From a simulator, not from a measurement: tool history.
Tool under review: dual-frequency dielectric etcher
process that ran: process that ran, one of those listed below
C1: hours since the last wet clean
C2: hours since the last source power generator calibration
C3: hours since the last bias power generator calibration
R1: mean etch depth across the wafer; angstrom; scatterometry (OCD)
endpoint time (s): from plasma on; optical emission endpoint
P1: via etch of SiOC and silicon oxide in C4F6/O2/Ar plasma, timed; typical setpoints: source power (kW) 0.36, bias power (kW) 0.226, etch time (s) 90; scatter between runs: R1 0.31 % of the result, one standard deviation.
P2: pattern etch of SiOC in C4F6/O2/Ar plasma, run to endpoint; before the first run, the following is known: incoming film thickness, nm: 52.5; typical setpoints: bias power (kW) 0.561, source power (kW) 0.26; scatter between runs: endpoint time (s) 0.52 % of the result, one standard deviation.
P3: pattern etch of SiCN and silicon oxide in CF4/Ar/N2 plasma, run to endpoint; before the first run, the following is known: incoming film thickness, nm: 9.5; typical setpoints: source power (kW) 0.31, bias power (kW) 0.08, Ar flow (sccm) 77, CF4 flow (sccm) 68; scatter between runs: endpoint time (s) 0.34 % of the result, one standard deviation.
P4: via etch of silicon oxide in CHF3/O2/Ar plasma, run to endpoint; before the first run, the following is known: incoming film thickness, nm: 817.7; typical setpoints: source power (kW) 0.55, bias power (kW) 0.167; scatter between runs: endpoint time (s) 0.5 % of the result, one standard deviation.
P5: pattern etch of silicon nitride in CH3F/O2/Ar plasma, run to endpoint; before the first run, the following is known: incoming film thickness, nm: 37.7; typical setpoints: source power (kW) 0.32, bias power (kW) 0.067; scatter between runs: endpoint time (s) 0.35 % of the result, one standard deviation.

{"run": 1, "hour": 12.4, "process that ran": "P1", "source power (kW)": 0.36, "bias power (kW)": 0.226, "etch time (s)": 90, "C1": 342.5, "C2": 1193.7, "C3": 1993.3, "R1": 1051.6}
{"run": 2, "hour": 24.1, "process that ran": "P5", "source power (kW)": 0.32, "bias power (kW)": 0.083, "C1": 354.2, "C2": 1205.4, "C3": 2005, "endpoint time (s)": 56.633}
{"run": 3, "hour": 36.1, "process that ran": "P1", "source power (kW)": 0.36, "bias power (kW)": 0.226, "etch time (s)": 90, "C1": 366.2, "C2": 1217.4, "C3": 2017, "R1": 1060.5}
{"run": 4, "hour": 48.7, "process that ran": "P1", "source power (kW)": 0.36, "bias power (kW)": 0.226, "etch time (s)": 117.5, "C1": 378.8, "C2": 1230, "C3": 2029.6, "R1": 1371.6}
{"run": 5, "hour": 56.2, "process that ran": "P1", "source power (kW)": 0.36, "bias power (kW)": 0.226, "etch time (s)": 90, "C1": 386.3, "C2": 1237.5, "C3": 2037.1, "R1": 1055.6}
{"run": 6, "hour": 66.3, "process that ran": "P2", "source power (kW)": 0.26, "bias power (kW)": 0.454, "C1": 396.4, "C2": 1247.6, "C3": 2047.2, "endpoint time (s)": 21.811}
{"run": 7, "hour": 78.6, "process that ran": "P1", "source power (kW)": 0.36, "bias power (kW)": 0.226, "etch time (s)": 90, "C1": 408.7, "C2": 1259.9, "C3": 2059.5, "R1": 1056}
{"run": 8, "hour": 88.2, "process that ran": "P2", "source power (kW)": 0.26, "bias power (kW)": 0.561, "C1": 418.3, "C2": 1269.5, "C3": 2069.1, "endpoint time (s)": 19.927}
{"run": 9, "hour": 96.7, "process that ran": "P1", "source power (kW)": 0.5, "bias power (kW)": 0.226, "etch time (s)": 90, "C1": 426.8, "C2": 1278, "C3": 2077.6, "R1": 1192.3}
{"run": 10, "hour": 106.5, "process that ran": "P1", "source power (kW)": 0.27, "bias power (kW)": 0.226, "etch time (s)": 90, "C1": 436.6, "C2": 1287.8, "C3": 2087.4, "R1": 950}
{"run": 11, "hour": 115.4, "process that ran": "P5", "source power (kW)": 0.32, "bias power (kW)": 0.067, "C1": 445.5, "C2": 1296.7, "C3": 2096.3, "endpoint time (s)": 61.038}
{"run": 12, "hour": 123.8, "process that ran": "P1", "source power (kW)": 0.36, "bias power (kW)": 0.152, "etch time (s)": 90, "C1": 453.9, "C2": 1305.1, "C3": 2104.7, "R1": 930.49}
{"run": 13, "hour": 133.7, "process that ran": "P4", "source power (kW)": 0.55, "bias power (kW)": 0.101, "C1": 463.8, "C2": 1315, "C3": 2114.6, "endpoint time (s)": 520.76}
{"run": 14, "hour": 144.2, "process that ran": "P3", "source power (kW)": 0.31, "bias power (kW)": 0.08, "Ar flow (sccm)": 77, "CF4 flow (sccm)": 68, "C1": 474.3, "C2": 1325.5, "C3": 2125.1, "endpoint time (s)": 13.863}
{"run": 15, "hour": 153.1, "process that ran": "P5", "source power (kW)": 0.32, "bias power (kW)": 0.067, "C1": 483.2, "C2": 1334.4, "C3": 2134, "endpoint time (s)": 61.404}
{"run": 16, "hour": 164.7, "process that ran": "P2", "source power (kW)": 0.21, "bias power (kW)": 0.561, "C1": 494.8, "C2": 1346, "C3": 2145.6, "endpoint time (s)": 21.628}
{"run": 17, "hour": 176.8, "process that ran": "P2", "source power (kW)": 0.26, "bias power (kW)": 0.561, "C1": 506.9, "C2": 1358.1, "C3": 2157.7, "endpoint time (s)": 19.959}
{"run": 18, "hour": 188.1, "process that ran": "P3", "source power (kW)": 0.31, "bias power (kW)": 0.101, "Ar flow (sccm)": 77, "CF4 flow (sccm)": 68, "C1": 518.2, "C2": 1369.4, "C3": 2169, "endpoint time (s)": 12.792}
{"run": 19, "hour": 195.6, "process that ran": "P3", "source power (kW)": 0.43, "bias power (kW)": 0.08, "Ar flow (sccm)": 77, "CF4 flow (sccm)": 68, "C1": 525.7, "C2": 1376.9, "C3": 2176.5, "endpoint time (s)": 10.389}
{"run": 20, "hour": 207.2, "process that ran": "P1", "source power (kW)": 0.36, "bias power (kW)": 0.226, "etch time (s)": 53, "C1": 537.3, "C2": 1388.5, "C3": 2188.1, "R1": 621.15}
{"hour": 211.8, "done": "bias power generator calibrated"}
{"run": 21, "hour": 213.9, "process that ran": "P4", "source power (kW)": 0.71, "bias power (kW)": 0.167, "C1": 544, "C2": 1395.2, "C3": 2.1, "endpoint time (s)": 399.04}
{"run": 22, "hour": 221.2, "process that ran": "P1", "source power (kW)": 0.36, "bias power (kW)": 0.226, "etch time (s)": 90, "C1": 551.3, "C2": 1402.5, "C3": 9.4, "R1": 1049.3}
{"run": 23, "hour": 229.1, "process that ran": "P5", "source power (kW)": 0.26, "bias power (kW)": 0.067, "C1": 559.2, "C2": 1410.4, "C3": 17.3, "endpoint time (s)": 66.187}
{"run": 24, "hour": 239.4, "process that ran": "P1", "source power (kW)": 0.46, "bias power (kW)": 0.144, "etch time (s)": 90, "C1": 569.5, "C2": 1420.7, "C3": 27.6, "R1": 1004.5}
{"run": 25, "hour": 249.0, "process that ran": "P1", "source power (kW)": 0.45, "bias power (kW)": 0.307, "etch time (s)": 90, "C1": 579.1, "C2": 1430.3, "C3": 37.2, "R1": 1274.1}
{"run": 26, "hour": 262.7, "process that ran": "P3", "source power (kW)": 0.31, "bias power (kW)": 0.08, "Ar flow (sccm)": 93, "CF4 flow (sccm)": 68, "C1": 592.8, "C2": 1444, "C3": 50.9, "endpoint time (s)": 14.164}
{"run": 27, "hour": 272.8, "process that ran": "P3", "source power (kW)": 0.31, "bias power (kW)": 0.08, "Ar flow (sccm)": 77, "CF4 flow (sccm)": 52, "C1": 602.9, "C2": 1454.1, "C3": 61, "endpoint time (s)": 14.365}
{"run": 28, "hour": 279.3, "process that ran": "P1", "source power (kW)": 0.36, "bias power (kW)": 0.301, "etch time (s)": 90, "C1": 609.4, "C2": 1460.6, "C3": 67.5, "R1": 1170.1}
{"run": 29, "hour": 288.7, "process that ran": "P4", "source power (kW)": 0.55, "bias power (kW)": 0.167, "C1": 618.8, "C2": 1470, "C3": 76.9, "endpoint time (s)": 440.26}
{"run": 30, "hour": 301.6, "process that ran": "P1", "source power (kW)": 0.36, "bias power (kW)": 0.226, "etch time (s)": 90, "C1": 631.7, "C2": 1482.9, "C3": 89.8, "R1": 1055.7}
{"run": 31, "hour": 310.4, "process that ran": "P1", "source power (kW)": 0.36, "bias power (kW)": 0.226, "etch time (s)": 90, "C1": 640.5, "C2": 1491.7, "C3": 98.6, "R1": 1062.9}
{"run": 32, "hour": 318.6, "process that ran": "P1", "source power (kW)": 0.36, "bias power (kW)": 0.226, "etch time (s)": 90, "C1": 648.7, "C2": 1499.9, "C3": 106.8, "R1": 1064.8}
{"run": 33, "hour": 327.4, "process that ran": "P1", "source power (kW)": 0.36, "bias power (kW)": 0.226, "etch time (s)": 90, "C1": 657.5, "C2": 1508.7, "C3": 115.6, "R1": 1076.2}
{"run": 34, "hour": 340.1, "process that ran": "P1", "source power (kW)": 0.36, "bias power (kW)": 0.226, "etch time (s)": 90, "C1": 670.2, "C2": 1521.4, "C3": 128.3, "R1": 1067}
{"run": 35, "hour": 346.6, "process that ran": "P1", "source power (kW)": 0.36, "bias power (kW)": 0.226, "etch time (s)": 90, "C1": 676.7, "C2": 1527.9, "C3": 134.8, "R1": 1074.7}
{"hour": 352.0, "done": "wet clean of the chamber"}
{"run": 36, "hour": 357.5, "process that ran": "P1", "source power (kW)": 0.36, "bias power (kW)": 0.226, "etch time (s)": 90, "C1": 5.6, "C2": 1538.8, "C3": 145.7, "R1": 1069.4}
{"run": 37, "hour": 369.7, "process that ran": "P1", "source power (kW)": 0.36, "bias power (kW)": 0.226, "etch time (s)": 90, "C1": 17.8, "C2": 1551, "C3": 157.9, "R1": 1077.1}

The log shows P1 creeping away from where it was. Any of the 2 causes listed here, at the size stated for it, fits the log just as well as the others:
A: bias power that arrives over what is set, % = 4.72
B: source power that arrives over what is set, % = 4.2
At approximately hour 301.6, the process output began to creep.
What rules out each remaining cause:
chamber walls in a state that raises the etch rate, %: work on it at hour 352, done after the drift set in, did not restore what the process gave before

Consider the 4 check runs below, whose results appear as question marks and each of which averages 2 wafers. Which one distinguishes the causes, in that each cause would give it a clearly different result?
{"run": "check 1", "hour": 381.9, "process that ran": "P2", "source power (kW)": 0.26, "bias power (kW)": 0.561, "endpoint time (s)": "?"}
{"run": "check 2", "hour": 381.9, "process that ran": "P3", "source power (kW)": 0.31, "bias power (kW)": 0.08, "Ar flow (sccm)": 77, "CF4 flow (sccm)": 68, "endpoint time (s)": "?"}
{"run": "check 3", "hour": 381.9, "process that ran": "P5", "source power (kW)": 0.32, "bias power (kW)": 0.067, "endpoint time (s)": "?"}
{"run": "check 4", "hour": 381.9, "process that ran": "P4", "source power (kW)": 0.55, "bias power (kW)": 0.167, "endpoint time (s)": "?"}

What every check run would give for each of its results, assuming each possible cause in turn:
check=check_1 result=endpoint_time_(s) if_A=19.575 if_B=19.632
check=check_2 result=endpoint_time_(s) if_A=13.657 if_B=13.382
check=check_3 result=endpoint_time_(s) if_A=60.085 if_B=60.103
check=check_4 result=endpoint_time_(s) if_A=434.61 if_B=434.46
Gap, in per cent, between the two causes that each check separates least, read from the result that separates them most: check 1 0.29 %; check 2 2.04 %; check 3 0.03 %; check 4 0.03 %
Check 2 distinguishes between the causes, while the remaining checks would return nearly the same result for all of them.

The results of check 2 are: endpoint time (s) 13.366. Based on these, which of the listed causes is it?

It is B: source power that arrives over what is set, %.
